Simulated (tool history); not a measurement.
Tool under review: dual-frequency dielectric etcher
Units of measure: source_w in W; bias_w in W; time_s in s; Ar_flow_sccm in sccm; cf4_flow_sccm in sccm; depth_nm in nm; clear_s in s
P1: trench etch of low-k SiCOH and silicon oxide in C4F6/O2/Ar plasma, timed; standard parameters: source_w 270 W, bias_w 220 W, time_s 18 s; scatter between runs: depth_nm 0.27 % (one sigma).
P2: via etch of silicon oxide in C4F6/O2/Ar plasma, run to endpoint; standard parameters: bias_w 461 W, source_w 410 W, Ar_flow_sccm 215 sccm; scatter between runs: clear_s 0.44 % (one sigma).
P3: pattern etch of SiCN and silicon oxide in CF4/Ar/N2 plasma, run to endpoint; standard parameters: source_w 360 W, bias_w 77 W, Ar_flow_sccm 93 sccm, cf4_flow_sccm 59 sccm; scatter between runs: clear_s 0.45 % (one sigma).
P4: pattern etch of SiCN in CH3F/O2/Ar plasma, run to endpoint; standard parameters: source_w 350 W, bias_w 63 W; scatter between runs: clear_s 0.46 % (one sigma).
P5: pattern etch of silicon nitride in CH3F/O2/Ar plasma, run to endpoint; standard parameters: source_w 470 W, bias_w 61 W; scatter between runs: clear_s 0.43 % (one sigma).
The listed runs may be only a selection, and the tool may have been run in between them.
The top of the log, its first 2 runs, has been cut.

run    day  process  source_w  bias_w  time_s  Ar_flow_sccm  cf4_flow_sccm  hours since the last wet clean  hours since the last source power generator calibration  hours since the last bias power generator calibration  depth_nm  clear_s
  3  0.758       P2       410     586                   215                                          390.6                                                   1200.6                                                 3018.7             20.635
  4  1.071       P5       470      61                                                                398.1                                                   1208.1                                                 3026.2             44.141
  5  1.404       P5       470      42                                                                406.1                                                   1216.1                                                 3034.2             49.647
  6  1.642       P3       360      47                    93             59                           411.8                                                   1221.8                                                 3039.9             18.979
  7  1.904       P1       270     275      18                                                        418.1                                                   1228.1                                                 3046.2    53.759
  8  2.062       P1       330     220      18                                                        421.9                                                   1231.9                                                   3050    53.531
     2.304  -- wet clean of the chamber
  9    2.4       P3       360      77                    93             59                             2.4                                                     1240                                                 3058.1             16.135
 10  2.712       P2       250     461                   215                                            9.9                                                   1247.5                                                 3065.6             27.384
 11  2.958       P1       270     148      18                                                         15.8                                                   1253.4                                                 3071.5    43.771
 12  3.246       P1       270     220      18                                                         22.7                                                   1260.3                                                 3078.4    49.809
     3.471  -- bias power generator calibrated
 13  3.483       P1       270     220      18                                                         28.4                                                     1266                                                    0.3    49.513
 14   3.85       P1       270     220      18                                                         37.2                                                   1274.8                                                    9.1    49.748
 15  4.062       P2       410     461                   215                                           42.3                                                   1279.9                                                   14.2             22.581
 16  4.354       P5       630      61                                                                 49.3                                                   1286.9                                                   21.2             39.998
 17  4.654       P1       270     220      12                                                         56.5                                                   1294.1                                                   28.4    33.056
 18  4.892       P1       160     156      18                                                         62.2                                                   1299.8                                                   34.1    36.089
 19  5.221       P4       350      87                                                                 70.1                                                   1307.7                                                     42             34.068
     5.225  -- source power generator calibrated
 20  5.583       P3       230      77                    93             59                            78.8                                                      8.6                                                   50.7             23.913
 21  5.921       P4       480      63                                                                 86.9                                                     16.7                                                   58.8             33.789
 22  6.125       P4       350      63                                                                 91.8                                                     21.6                                                   63.7             38.239

Expected results for the next run?
 23  6.438       P3       360      77                    93             46                            99.3                                                     29.1                                                   71.2                  ?

Run 23 yielded clear_s 16.793 s.
